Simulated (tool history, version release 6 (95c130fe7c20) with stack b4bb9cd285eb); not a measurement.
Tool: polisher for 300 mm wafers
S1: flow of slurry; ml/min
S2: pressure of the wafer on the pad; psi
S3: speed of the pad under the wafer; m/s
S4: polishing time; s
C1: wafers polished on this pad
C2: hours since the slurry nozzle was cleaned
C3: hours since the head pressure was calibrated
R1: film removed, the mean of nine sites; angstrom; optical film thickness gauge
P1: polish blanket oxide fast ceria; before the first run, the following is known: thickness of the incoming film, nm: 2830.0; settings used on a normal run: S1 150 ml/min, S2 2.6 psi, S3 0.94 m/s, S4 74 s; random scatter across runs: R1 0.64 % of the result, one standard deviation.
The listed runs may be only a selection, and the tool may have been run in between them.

{"run": 1, "hour": 13.1, "S1": 150, "S2": 2.6, "S3": 0.94, "S4": 74, "C1": 652, "C2": 95.2, "C3": 673.6, "R1": 12370}
{"run": 2, "hour": 25.9, "S1": 150, "S2": 2.6, "S3": 0.94, "S4": 74, "C1": 763, "C2": 108, "C3": 686.4, "R1": 12207}
{"run": 3, "hour": 38.6, "S1": 150, "S2": 1.2, "S3": 0.94, "S4": 74, "C1": 874, "C2": 120.7, "C3": 699.1, "R1": 5655.9}
{"run": 4, "hour": 53.8, "S1": 150, "S2": 3.2, "S3": 0.94, "S4": 55, "C1": 1006, "C2": 135.9, "C3": 714.3, "R1": 11221}
{"run": 5, "hour": 63.9, "S1": 150, "S2": 2.6, "S3": 0.94, "S4": 74, "C1": 1094, "C2": 146, "C3": 724.4, "R1": 12288}
{"run": 6, "hour": 78.6, "S1": 150, "S2": 2.6, "S3": 0.94, "S4": 74, "C1": 1222, "C2": 160.7, "C3": 739.1, "R1": 12193}
{"run": 7, "hour": 88.5, "S1": 150, "S2": 2.6, "S3": 0.94, "S4": 74, "C1": 1309, "C2": 170.6, "C3": 749, "R1": 12373}
{"run": 8, "hour": 101.5, "S1": 150, "S2": 2.6, "S3": 0.94, "S4": 118, "C1": 1422, "C2": 183.6, "C3": 762, "R1": 19558}
{"run": 9, "hour": 110.2, "S1": 150, "S2": 2.6, "S3": 0.94, "S4": 74, "C1": 1498, "C2": 192.3, "C3": 770.7, "R1": 12327}
{"run": 10, "hour": 124.5, "S1": 150, "S2": 2.6, "S3": 1.2, "S4": 74, "C1": 1623, "C2": 206.6, "C3": 785, "R1": 15649}
{"run": 11, "hour": 133.2, "S1": 150, "S2": 2.6, "S3": 0.94, "S4": 41, "C1": 1698, "C2": 215.3, "C3": 793.7, "R1": 6898.7}
{"run": 12, "hour": 141.9, "S1": 150, "S2": 2.6, "S3": 0.6, "S4": 74, "C1": 1774, "C2": 224, "C3": 802.4, "R1": 7770.5}

The next listed run, before its measurement:
{"run": 13, "hour": 149.2, "S1": 90, "S2": 2.6, "S3": 0.94, "S4": 74, "C1": 1838, "C2": 231.3, "C3": 809.7, "R1": "?"}

Logged for run 13: R1 11074 angstrom.

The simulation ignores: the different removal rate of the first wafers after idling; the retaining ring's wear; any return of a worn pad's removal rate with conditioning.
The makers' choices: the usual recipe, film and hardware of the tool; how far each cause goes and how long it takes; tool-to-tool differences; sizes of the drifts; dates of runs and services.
